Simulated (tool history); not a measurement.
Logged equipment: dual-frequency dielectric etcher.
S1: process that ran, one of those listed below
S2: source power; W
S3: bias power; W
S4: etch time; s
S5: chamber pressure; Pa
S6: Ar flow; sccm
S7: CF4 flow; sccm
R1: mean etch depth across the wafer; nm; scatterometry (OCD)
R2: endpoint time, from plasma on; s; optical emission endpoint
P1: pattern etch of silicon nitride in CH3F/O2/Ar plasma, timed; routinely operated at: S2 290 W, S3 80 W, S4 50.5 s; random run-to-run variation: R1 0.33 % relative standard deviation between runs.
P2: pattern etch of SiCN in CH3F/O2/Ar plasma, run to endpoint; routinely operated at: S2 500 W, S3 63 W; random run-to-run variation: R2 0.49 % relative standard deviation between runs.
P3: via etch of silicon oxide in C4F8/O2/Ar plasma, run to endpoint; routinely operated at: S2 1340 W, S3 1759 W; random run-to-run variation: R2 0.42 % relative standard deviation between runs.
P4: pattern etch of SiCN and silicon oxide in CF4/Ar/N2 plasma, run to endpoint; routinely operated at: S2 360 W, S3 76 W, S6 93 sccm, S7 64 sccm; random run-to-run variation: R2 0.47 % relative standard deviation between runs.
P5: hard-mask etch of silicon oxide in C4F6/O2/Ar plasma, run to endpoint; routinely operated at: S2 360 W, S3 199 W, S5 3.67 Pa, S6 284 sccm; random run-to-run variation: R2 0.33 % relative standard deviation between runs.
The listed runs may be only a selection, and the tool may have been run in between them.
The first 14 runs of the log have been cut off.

run,hour,S1,S2,S3,S4,S5,S6,S7,R1,R2
15,88.5,P1,240,80,66.0,,,,39.213,
16,92.6,P2,500,63,,,,,,17.925
17,98.5,P1,290,80,50.5,,,,32.248,
18,105.7,P1,290,80,39.0,,,,24.877,
# hour 112.1: wet clean of the chamber
19,112.7,P4,360,44,,,93,64,,25.846
20,120.1,P5,360,139,,3.67,284,,,108.340
21,123.7,P1,290,80,50.5,,,,32.240,
22,129.5,P1,290,50,50.5,,,,27.448,

What will run 23 give?
23,136.5,P5,360,199,,5.13,284,,,?

Run 23 came out at R2 101.560 s.

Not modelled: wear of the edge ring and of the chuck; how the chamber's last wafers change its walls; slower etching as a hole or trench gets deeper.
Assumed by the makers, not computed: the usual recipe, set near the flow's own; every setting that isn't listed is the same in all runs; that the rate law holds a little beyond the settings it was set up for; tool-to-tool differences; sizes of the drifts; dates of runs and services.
